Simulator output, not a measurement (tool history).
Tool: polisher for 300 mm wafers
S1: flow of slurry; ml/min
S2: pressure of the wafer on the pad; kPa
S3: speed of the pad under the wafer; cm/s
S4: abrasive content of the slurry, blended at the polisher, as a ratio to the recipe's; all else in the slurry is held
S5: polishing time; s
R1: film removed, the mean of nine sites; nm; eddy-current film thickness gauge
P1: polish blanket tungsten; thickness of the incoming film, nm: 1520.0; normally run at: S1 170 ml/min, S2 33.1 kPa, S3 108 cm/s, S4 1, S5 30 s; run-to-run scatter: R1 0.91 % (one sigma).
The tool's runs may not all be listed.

| run | hour | S1 | S2 | S3 | S4 | S5 | R1 |
|---|---|---|---|---|---|---|---|
| 1 | 4.2 | 170 | 33.1 | 108 | 1 | 30 | 181.29 |
| 2 | 9 | 170 | 52.4 | 108 | 1 | 30 | 286.37 |
| 3 | 13.5 | 170 | 33.1 | 108 | 1.5 | 30 | 199.65 |
| 4 | 18.4 | 170 | 33.1 | 108 | 1 | 30 | 181.55 |
| 5 | 22.9 | 170 | 33.1 | 108 | 1 | 47 | 284.77 |
| 6 | 25.4 | 170 | 33.1 | 108 | 1 | 30 | 184.75 |
|  | 29.7 | slurry nozzle cleaned |
| 7 | 30.1 | 170 | 33.1 | 48 | 1 | 30 | 79.82 |
| 8 | 33.8 | 230 | 44.1 | 108 | 1 | 30 | 251.09 |
| 9 | 37.2 | 230 | 33.1 | 108 | 1 | 30 | 187.95 |
| 10 | 41.2 | 170 | 33.1 | 108 | 1 | 30 | 182.48 |
| 11 | 45.9 | 170 | 33.1 | 164 | 0.7 | 30 | 256.01 |
| 12 | 49.9 | 130 | 15.9 | 108 | 1 | 30 | 84.224 |
| 13 | 54.8 | 170 | 33.1 | 108 | 0.55 | 30 | 158.32 |
| 14 | 57.3 | 170 | 33.1 | 108 | 1 | 14 | 86.1 |
| 15 | 62.5 | 170 | 21.4 | 108 | 1 | 30 | 118.72 |
| 16 | 66.3 | 170 | 33.1 | 168 | 1 | 30 | 284.69 |
| 17 | 70.4 | 170 | 33.1 | 108 | 1 | 30 | 177.48 |
| 18 | 73.5 | 100 | 33.1 | 108 | 1 | 30 | 166.53 |
| 19 | 78.6 | 170 | 33.1 | 108 | 1 | 30 | 179.59 |
| 20 | 83.3 | 170 | 33.1 | 108 | 1 | 30 | 175.38 |
| 21 | 88.1 | 170 | 33.1 | 108 | 1 | 30 | 169.69 |
|  | 88.5 | slurry tank refilled with fresh slurry and peroxide |
| 22 | 91 | 170 | 33.1 | 108 | 1 | 30 | 167.07 |
|  | 93.2 | worn pad replaced by a new one |
| 23 | 93.2 | 170 | 33.1 | 108 | 1 | 30 | 167.77 |
|  | 96.7 | slurry blender recalibrated |
| 24 | 97 | 170 | 33.1 | 108 | 1 | 30 | 168.05 |
| 25 | 102 | 170 | 33.1 | 108 | 1 | 30 | 168.15 |
| 26 | 106 | 170 | 33.1 | 108 | 1 | 30 | 165.67 |

What P1 gives has crept away from where it was. These 2 causes fit the log equally well, each at the size given:
A: slurry flow missing at the pad, % = 38.4
B: head's pressure below its setpoint, % = 9.03
The creep began at about hour 78.6.
Why every other cause is out:
removal rate lost through wear of the pad, %: serviced at hour 93.2, which brought nothing back
abrasive missing from the slurry, %: serviced at hour 96.7, which brought nothing back
peroxide lost from the slurry, %: serviced at hour 88.5, which brought nothing back

4 check runs are offered, each on 2 wafers whose results are averaged, their results left as question marks. Which one tells the causes apart?
| check 1 | 110 | 170 | 33.1 | 162 | 1 | 24 | ? |
| check 2 | 110 | 100 | 33.1 | 108 | 1.3 | 30 | ? |
| check 3 | 110 | 170 | 51.7 | 108 | 1 | 17 | ? |
| check 4 | 110 | 170 | 33.1 | 60 | 0.65 | 30 | ? |

What each check would give under each cause:
| check | result | if A | if B |
|---|---|---|---|
| check 1 | R1 | 198.7 | 198.73 |
| check 2 | R1 | 149.87 | 158.58 |
| check 3 | R1 | 146.61 | 146.63 |
| check 4 | R1 | 83.259 | 83.272 |
How far apart the two closest causes lie, in the result that separates them most: check 1 0.02 %; check 2 5.65 %; check 3 0.02 %; check 4 0.02 %
Only check 2 tells the causes apart: in the others they would give nearly the same result.

Then check 2 was run and gave: R1 157.78 nm. Which cause is it?

It is B: head's pressure below its setpoint, %.
